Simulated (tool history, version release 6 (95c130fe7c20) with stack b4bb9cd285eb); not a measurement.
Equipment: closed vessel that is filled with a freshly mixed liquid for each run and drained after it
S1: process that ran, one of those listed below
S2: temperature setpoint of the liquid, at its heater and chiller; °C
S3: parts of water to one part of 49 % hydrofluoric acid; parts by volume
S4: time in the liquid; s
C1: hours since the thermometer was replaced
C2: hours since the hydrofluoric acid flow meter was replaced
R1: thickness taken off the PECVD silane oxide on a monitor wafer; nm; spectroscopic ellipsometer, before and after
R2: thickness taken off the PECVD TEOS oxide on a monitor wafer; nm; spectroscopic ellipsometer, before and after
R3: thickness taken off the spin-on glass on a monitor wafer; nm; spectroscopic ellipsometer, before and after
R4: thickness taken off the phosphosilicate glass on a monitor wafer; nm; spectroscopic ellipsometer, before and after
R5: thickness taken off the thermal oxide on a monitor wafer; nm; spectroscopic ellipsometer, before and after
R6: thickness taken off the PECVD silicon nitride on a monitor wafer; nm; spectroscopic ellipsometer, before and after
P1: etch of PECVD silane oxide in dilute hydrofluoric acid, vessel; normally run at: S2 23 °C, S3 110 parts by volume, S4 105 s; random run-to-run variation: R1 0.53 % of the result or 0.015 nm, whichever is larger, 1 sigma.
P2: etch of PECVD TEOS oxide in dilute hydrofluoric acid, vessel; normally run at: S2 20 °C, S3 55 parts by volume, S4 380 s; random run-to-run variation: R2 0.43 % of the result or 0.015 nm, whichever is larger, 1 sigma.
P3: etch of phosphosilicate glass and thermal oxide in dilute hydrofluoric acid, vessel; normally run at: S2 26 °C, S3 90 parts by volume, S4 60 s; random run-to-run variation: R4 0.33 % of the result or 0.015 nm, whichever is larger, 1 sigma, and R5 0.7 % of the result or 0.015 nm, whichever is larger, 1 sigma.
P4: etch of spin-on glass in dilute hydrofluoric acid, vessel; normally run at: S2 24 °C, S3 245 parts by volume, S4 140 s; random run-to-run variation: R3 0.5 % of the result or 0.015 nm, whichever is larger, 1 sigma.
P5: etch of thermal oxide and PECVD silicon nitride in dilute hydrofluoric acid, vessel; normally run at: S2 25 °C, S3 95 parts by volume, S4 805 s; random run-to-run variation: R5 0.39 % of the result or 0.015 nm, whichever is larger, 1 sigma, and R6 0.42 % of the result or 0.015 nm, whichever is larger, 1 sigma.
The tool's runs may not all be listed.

run   hour  S1    S2   S3    S4     C1     C2      R1      R2      R3      R4      R5      R6
  1    4.5  P1    23  110   105  255.8  232.8  13.798
  2    6.9  P1    23  110    40  258.2  235.2  5.1833
  3   11.3  P2  28.5   55   380  262.6  239.6          75.055
  4   15.8  P1    23  110   105  267.1  244.1  13.729
  5   19.2  P1    23  110   105  270.5  247.5  13.628
  6   23.5  P4    24  245   140  274.8  251.8                   12.21
  7   27.5  P4    17  245   140  278.8  255.8                  9.3278
  8   30.6  P1    31  110   105  281.9  258.9  18.642
  9   35.2  P3    26   90    60  286.5  263.5                          42.985  3.5893
 10   38.6  P5    17   95   805  289.9  266.9                                  30.804  24.217
 11   42.9  P3    26  130    60  294.2  271.2                          28.371   2.362
 12   46.3  P3    20   90    60  297.6  274.6                          33.856  2.7869
 13   48.5  P1    23  150   105  299.8  276.8  9.5845
 14   52.1  P4    24  410   140  303.4  280.4                  6.2496
 15   56.7  P1    23   70   105    308    285  22.521
 16   59.5  P5    25   95   805  310.8  287.8                                  42.277  41.624
 17   64.2  P2    20   55   155  315.5  292.5          21.568
 18   68.3  P1    23  110   105  319.6  296.6  13.753
 19   71.6  P1    23  190   150  322.9  299.9  10.378
 20   75.5  P5    25   95  1530  326.8  303.8                                  81.015  78.767
 21   79.9  P2    20   55   380  331.2  308.2           52.73
 22   83.9  P4    24  245    35  335.2  312.2                   3.018
 23   88.3  P1    19  110   105  339.6  316.6  11.699
 24   90.6  P2    20   90   380  341.9  318.9          30.739
 25   92.9  P1    23  110   160  344.2  321.2  20.987
 26   96.3  P1    23  110   105  347.6  324.6   13.69
 27   98.7  P3    26   90    30    350    327                          21.497  1.7798
 28  101.6  P5    25  180   805  352.9  329.9                                  20.247  21.958
 29  104.3  P1    23  110   105  355.6  332.6  13.559
 30  106.7  P1    23  110   105    358    335  13.144
 31  109.9  P1    23  110   105  361.2  338.2  12.985
 32  113.1  P1    23  110   105  364.4  341.4  12.649
 33  115.4  P1    23  110   105  366.7  343.7   12.65
 34  118.3  P1    23  110   105  369.6  346.6  12.456
 35    123  P1    23  110   105  374.3  351.3  12.458
 36  126.7  P1    23  110   105    378    355  12.518

What P1 gives has crept off from where it sat before. The 2 causes that follow fit the log equally well, each at the size noted:
A: hydrofluoric acid flow below the setpoint (%) = 8.23
B: liquid colder than its thermometer reads (K) = 2.43
The drift started at roughly hour 104.3.

Which of the 4 check runs listed below separates the causes, so that each cause would produce a clearly different result? Each run uses one wafer, and its results are marked with question marks.
check 1  130.4  P2  27.5   85   380               ?
check 2  130.4  P3    26  125    30                       ?   ?
check 3  130.4  P5  19.5   95  1530                           ?   ?
check 4  130.4  P4    18  245   140                   ?

Expected result of each check under each candidate cause:
  check  result    if A    if B
check 1      R2  40.411  40.443
check 2      R4  13.421    13.5
check 2      R5   1.112  1.1185
check 3      R5  58.942  58.568
check 3      R6  50.108  46.055
check 4      R3   8.802  8.8948
Smallest distance between any two causes, each pair judged by its most separating result, in per cent: check 1 0.08 %; check 2 0.58 %; check 3 8.43 %; check 4 1.05 %
Check 3 distinguishes between the causes, while the remaining checks would return nearly the same result for all of them.

Check 3 has now been run. It gave: R5 59.076 nm; R6 50.058 nm. Which of the candidate causes is it?

It is A: hydrofluoric acid flow below the setpoint (%).

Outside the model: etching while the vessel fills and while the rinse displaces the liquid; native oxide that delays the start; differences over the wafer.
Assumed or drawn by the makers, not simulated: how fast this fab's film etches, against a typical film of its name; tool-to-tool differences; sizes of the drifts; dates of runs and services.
